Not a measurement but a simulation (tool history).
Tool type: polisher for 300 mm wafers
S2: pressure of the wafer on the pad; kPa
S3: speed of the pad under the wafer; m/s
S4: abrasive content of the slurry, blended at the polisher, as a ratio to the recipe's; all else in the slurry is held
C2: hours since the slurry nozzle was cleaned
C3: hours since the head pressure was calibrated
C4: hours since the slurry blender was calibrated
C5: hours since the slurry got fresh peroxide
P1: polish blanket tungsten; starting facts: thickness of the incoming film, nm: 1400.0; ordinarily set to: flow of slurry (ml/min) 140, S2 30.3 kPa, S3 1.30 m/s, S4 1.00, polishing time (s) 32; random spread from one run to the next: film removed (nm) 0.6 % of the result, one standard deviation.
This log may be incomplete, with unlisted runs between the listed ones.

{"run": 1, "hour": 16.3, "flow of slurry (ml/min)": 140, "S2": 30.3, "S3": 1.3, "S4": 1.0, "polishing time (s)": 32, "wafers polished on this pad": 320, "C2": 225.0, "C3": 241.0, "C4": 123.3, "C5": 29.2, "film removed (nm)": 262.72}
{"run": 2, "hour": 29.7, "flow of slurry (ml/min)": 140, "S2": 30.3, "S3": 1.3, "S4": 1.0, "polishing time (s)": 32, "wafers polished on this pad": 473, "C2": 238.4, "C3": 254.4, "C4": 136.7, "C5": 42.6, "film removed (nm)": 262.09}
{"run": 3, "hour": 38.2, "flow of slurry (ml/min)": 140, "S2": 30.3, "S3": 1.3, "S4": 1.3, "polishing time (s)": 32, "wafers polished on this pad": 571, "C2": 246.9, "C3": 262.9, "C4": 145.2, "C5": 51.1, "film removed (nm)": 278.19}
{"run": 4, "hour": 49.5, "flow of slurry (ml/min)": 90, "S2": 30.3, "S3": 1.3, "S4": 1.0, "polishing time (s)": 32, "wafers polished on this pad": 700, "C2": 258.2, "C3": 274.2, "C4": 156.5, "C5": 62.4, "film removed (nm)": 239.79}
{"run": 5, "hour": 62.5, "flow of slurry (ml/min)": 140, "S2": 17.2, "S3": 1.3, "S4": 1.0, "polishing time (s)": 32, "wafers polished on this pad": 849, "C2": 271.2, "C3": 287.2, "C4": 169.5, "C5": 75.4, "film removed (nm)": 150.1}
{"run": 6, "hour": 78.9, "flow of slurry (ml/min)": 140, "S2": 30.3, "S3": 1.3, "S4": 1.0, "polishing time (s)": 32, "wafers polished on this pad": 1037, "C2": 287.6, "C3": 303.6, "C4": 185.9, "C5": 91.8, "film removed (nm)": 264.57}
{"run": 7, "hour": 94.2, "flow of slurry (ml/min)": 140, "S2": 30.3, "S3": 1.3, "S4": 1.0, "polishing time (s)": 43, "wafers polished on this pad": 1212, "C2": 302.9, "C3": 318.9, "C4": 201.2, "C5": 107.1, "film removed (nm)": 351.08}
{"run": 8, "hour": 103.0, "flow of slurry (ml/min)": 140, "S2": 30.3, "S3": 1.3, "S4": 1.0, "polishing time (s)": 32, "wafers polished on this pad": 1313, "C2": 311.7, "C3": 327.7, "C4": 210.0, "C5": 115.9, "film removed (nm)": 260.72}
{"run": 9, "hour": 111.0, "flow of slurry (ml/min)": 140, "S2": 30.3, "S3": 0.66, "S4": 1.0, "polishing time (s)": 32, "wafers polished on this pad": 1404, "C2": 319.7, "C3": 335.7, "C4": 218.0, "C5": 123.9, "film removed (nm)": 133.73}
{"run": 10, "hour": 126.7, "flow of slurry (ml/min)": 140, "S2": 30.3, "S3": 1.94, "S4": 1.0, "polishing time (s)": 32, "wafers polished on this pad": 1584, "C2": 335.4, "C3": 351.4, "C4": 233.7, "C5": 139.6, "film removed (nm)": 393.17}
{"run": 11, "hour": 136.4, "flow of slurry (ml/min)": 140, "S2": 30.3, "S3": 1.3, "S4": 1.0, "polishing time (s)": 32, "wafers polished on this pad": 1695, "C2": 345.1, "C3": 361.1, "C4": 243.4, "C5": 149.3, "film removed (nm)": 262.4}
{"run": 12, "hour": 147.7, "flow of slurry (ml/min)": 140, "S2": 30.3, "S3": 1.3, "S4": 1.0, "polishing time (s)": 32, "wafers polished on this pad": 1824, "C2": 356.4, "C3": 372.4, "C4": 254.7, "C5": 160.6, "film removed (nm)": 262.54}
{"run": 13, "hour": 159.3, "flow of slurry (ml/min)": 140, "S2": 44.8, "S3": 1.3, "S4": 1.0, "polishing time (s)": 32, "wafers polished on this pad": 1957, "C2": 368.0, "C3": 384.0, "C4": 266.3, "C5": 172.2, "film removed (nm)": 388.89}
{"hour": 171.8, "done": "slurry tank refilled with fresh slurry and peroxide"}
{"run": 14, "hour": 174.8, "flow of slurry (ml/min)": 140, "S2": 30.3, "S3": 1.3, "S4": 1.45, "polishing time (s)": 49, "wafers polished on this pad": 2135, "C2": 383.5, "C3": 399.5, "C4": 281.8, "C5": 3.1, "film removed (nm)": 440.05}
{"run": 15, "hour": 190.5, "flow of slurry (ml/min)": 140, "S2": 30.3, "S3": 1.3, "S4": 0.6, "polishing time (s)": 32, "wafers polished on this pad": 2314, "C2": 399.2, "C3": 415.2, "C4": 297.5, "C5": 18.8, "film removed (nm)": 233.68}
{"run": 16, "hour": 204.3, "flow of slurry (ml/min)": 140, "S2": 30.3, "S3": 1.3, "S4": 1.0, "polishing time (s)": 32, "wafers polished on this pad": 2472, "C2": 413.0, "C3": 429.0, "C4": 311.3, "C5": 32.6, "film removed (nm)": 261.78}
{"hour": 205.0, "done": "slurry blender recalibrated"}
{"run": 17, "hour": 216.7, "flow of slurry (ml/min)": 140, "S2": 30.3, "S3": 1.3, "S4": 1.0, "polishing time (s)": 19, "wafers polished on this pad": 2614, "C2": 425.4, "C3": 441.4, "C4": 11.7, "C5": 45.0, "film removed (nm)": 155.99}
{"run": 18, "hour": 233.4, "flow of slurry (ml/min)": 200, "S2": 30.3, "S3": 1.3, "S4": 1.0, "polishing time (s)": 32, "wafers polished on this pad": 2805, "C2": 442.1, "C3": 458.1, "C4": 28.4, "C5": 61.7, "film removed (nm)": 279.51}

What will run 19 give?
{"run": 19, "hour": 242.5, "flow of slurry (ml/min)": 140, "S2": 30.3, "S3": 1.3, "S4": 1.0, "polishing time (s)": 32, "wafers polished on this pad": 2910, "C2": 451.2, "C3": 467.2, "C4": 37.5, "C5": 70.8, "film removed (nm)": "?"}

film removed (nm): 263.42
